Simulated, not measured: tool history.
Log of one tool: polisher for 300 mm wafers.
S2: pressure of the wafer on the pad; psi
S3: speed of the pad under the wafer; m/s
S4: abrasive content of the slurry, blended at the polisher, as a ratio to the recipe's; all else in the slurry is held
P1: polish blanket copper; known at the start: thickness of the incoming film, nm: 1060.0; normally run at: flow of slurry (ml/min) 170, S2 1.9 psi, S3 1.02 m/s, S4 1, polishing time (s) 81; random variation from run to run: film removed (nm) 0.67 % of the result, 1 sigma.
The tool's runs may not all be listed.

run 1 hour=15.2 | flow_of_slurry_(ml/min)=170 S2=1.9 S3=1.02 S4=1 polishing_time_(s)=81 | film_removed_(nm)=186.37
run 2 hour=24.9 | flow_of_slurry_(ml/min)=170 S2=1.9 S3=1.02 S4=1 polishing_time_(s)=81 | film_removed_(nm)=186.49
run 3 hour=37.7 | flow_of_slurry_(ml/min)=170 S2=1.9 S3=1.02 S4=1.3 polishing_time_(s)=81 | film_removed_(nm)=199.61
run 4 hour=51.9 | flow_of_slurry_(ml/min)=170 S2=1.9 S3=1.02 S4=1 polishing_time_(s)=81 | film_removed_(nm)=187.39
run 5 hour=69.6 | flow_of_slurry_(ml/min)=170 S2=1.9 S3=1.02 S4=1 polishing_time_(s)=53 | film_removed_(nm)=124.21
run 6 hour=82.6 | flow_of_slurry_(ml/min)=170 S2=1.9 S3=0.46 S4=1 polishing_time_(s)=81 | film_removed_(nm)=84.578
run 7 hour=96.5 | flow_of_slurry_(ml/min)=170 S2=1.3 S3=1.02 S4=1 polishing_time_(s)=81 | film_removed_(nm)=128.13
run 8 hour=105.2 | flow_of_slurry_(ml/min)=170 S2=1.9 S3=1.02 S4=0.55 polishing_time_(s)=81 | film_removed_(nm)=163.78
run 9 hour=116.6 | flow_of_slurry_(ml/min)=170 S2=1.9 S3=1.02 S4=1 polishing_time_(s)=102 | film_removed_(nm)=236.66
run 10 hour=129.6 | flow_of_slurry_(ml/min)=170 S2=1.9 S3=1.02 S4=1 polishing_time_(s)=81 | film_removed_(nm)=187.81
run 11 hour=139.7 | flow_of_slurry_(ml/min)=170 S2=2.9 S3=1.02 S4=1 polishing_time_(s)=81 | film_removed_(nm)=286.24
run 12 hour=155.6 | flow_of_slurry_(ml/min)=100 S2=2.7 S3=1.02 S4=1 polishing_time_(s)=81 | film_removed_(nm)=240.93
-- hour=158.9 slurry nozzle cleaned
run 13 hour=168 | flow_of_slurry_(ml/min)=170 S2=1.9 S3=1.62 S4=1 polishing_time_(s)=81 | film_removed_(nm)=296.89
run 14 hour=179 | flow_of_slurry_(ml/min)=100 S2=1.9 S3=1.02 S4=1 polishing_time_(s)=81 | film_removed_(nm)=167.71
run 15 hour=187 | flow_of_slurry_(ml/min)=170 S2=1.9 S3=1.02 S4=1 polishing_time_(s)=81 | film_removed_(nm)=186.91
run 16 hour=195.1 | flow_of_slurry_(ml/min)=170 S2=1.9 S3=1.02 S4=1 polishing_time_(s)=81 | film_removed_(nm)=186.65
run 17 hour=207.5 | flow_of_slurry_(ml/min)=265 S2=1.9 S3=1.02 S4=1 polishing_time_(s)=81 | film_removed_(nm)=198.5
run 18 hour=223.8 | flow_of_slurry_(ml/min)=170 S2=1.9 S3=1.02 S4=1 polishing_time_(s)=81 | film_removed_(nm)=189.34
run 19 hour=241.7 | flow_of_slurry_(ml/min)=170 S2=1.9 S3=1.02 S4=1 polishing_time_(s)=81 | film_removed_(nm)=181.7
run 20 hour=255.8 | flow_of_slurry_(ml/min)=170 S2=1.9 S3=1.02 S4=1 polishing_time_(s)=81 | film_removed_(nm)=179.8
-- hour=269.8 worn pad replaced by a new one
run 21 hour=271.3 | flow_of_slurry_(ml/min)=170 S2=1.9 S3=1.02 S4=1 polishing_time_(s)=81 | film_removed_(nm)=177.54
run 22 hour=279.7 | flow_of_slurry_(ml/min)=170 S2=1.9 S3=1.02 S4=1 polishing_time_(s)=81 | film_removed_(nm)=176.58
-- hour=283.3 head pressure recalibrated
run 23 hour=288.5 | flow_of_slurry_(ml/min)=170 S2=1.9 S3=1.02 S4=1 polishing_time_(s)=81 | film_removed_(nm)=174.03
run 24 hour=303.8 | flow_of_slurry_(ml/min)=170 S2=1.9 S3=1.02 S4=1 polishing_time_(s)=81 | film_removed_(nm)=174.53
run 25 hour=321.8 | flow_of_slurry_(ml/min)=170 S2=1.9 S3=1.02 S4=1 polishing_time_(s)=81 | film_removed_(nm)=176.16
run 26 hour=329.8 | flow_of_slurry_(ml/min)=170 S2=1.9 S3=1.02 S4=1 polishing_time_(s)=81 | film_removed_(nm)=173.68
run 27 hour=339 | flow_of_slurry_(ml/min)=170 S2=1.9 S3=1.02 S4=1 polishing_time_(s)=81 | film_removed_(nm)=174.33
run 28 hour=353.4 | flow_of_slurry_(ml/min)=170 S2=1.9 S3=1.02 S4=1 polishing_time_(s)=81 | film_removed_(nm)=171.74

What P1 gives has crept away from where it was. These 2 causes fit the log equally well, each at the size given:
A: slurry flow missing at the pad, % = 33.2
B: abrasive missing from the slurry, % = 30.1
The creep began at about hour 223.8.
Why every other cause is out:
removal rate lost through wear of the pad, %: serviced at hour 269.8, which brought nothing back
head's pressure below its setpoint, %: serviced at hour 283.3, which brought nothing back

4 check runs are offered, each on 5 wafers whose results are averaged, their results left as question marks. Which one tells the causes apart?
run check 1 hour=367.8 | flow_of_slurry_(ml/min)=250 S2=1.9 S3=1.02 S4=1 polishing_time_(s)=81 | film_removed_(nm)=?
run check 2 hour=367.8 | flow_of_slurry_(ml/min)=170 S2=1.9 S3=1.02 S4=0.55 polishing_time_(s)=81 | film_removed_(nm)=?
run check 3 hour=367.8 | flow_of_slurry_(ml/min)=170 S2=2.9 S3=0.5 S4=1 polishing_time_(s)=81 | film_removed_(nm)=?
run check 4 hour=367.8 | flow_of_slurry_(ml/min)=170 S2=1.9 S3=1.3 S4=1 polishing_time_(s)=81 | film_removed_(nm)=?

What each check would give under each cause:
check=check_1 result=film_removed_(nm) if_A=186.52 if_B=182.31
check=check_2 result=film_removed_(nm) if_A=153.38 if_B=154.22
check=check_3 result=film_removed_(nm) if_A=129.84 if_B=129.81
check=check_4 result=film_removed_(nm) if_A=221.18 if_B=221.13
How far apart the two closest causes lie, in the result that separates them most: check 1 2.28 %; check 2 0.55 %; check 3 0.02 %; check 4 0.02 %
Only check 1 tells the causes apart: in the others they would give nearly the same result.

Then check 1 was run and gave: film removed (nm) 186.64. Which cause is it?

It is A: slurry flow missing at the pad, %.
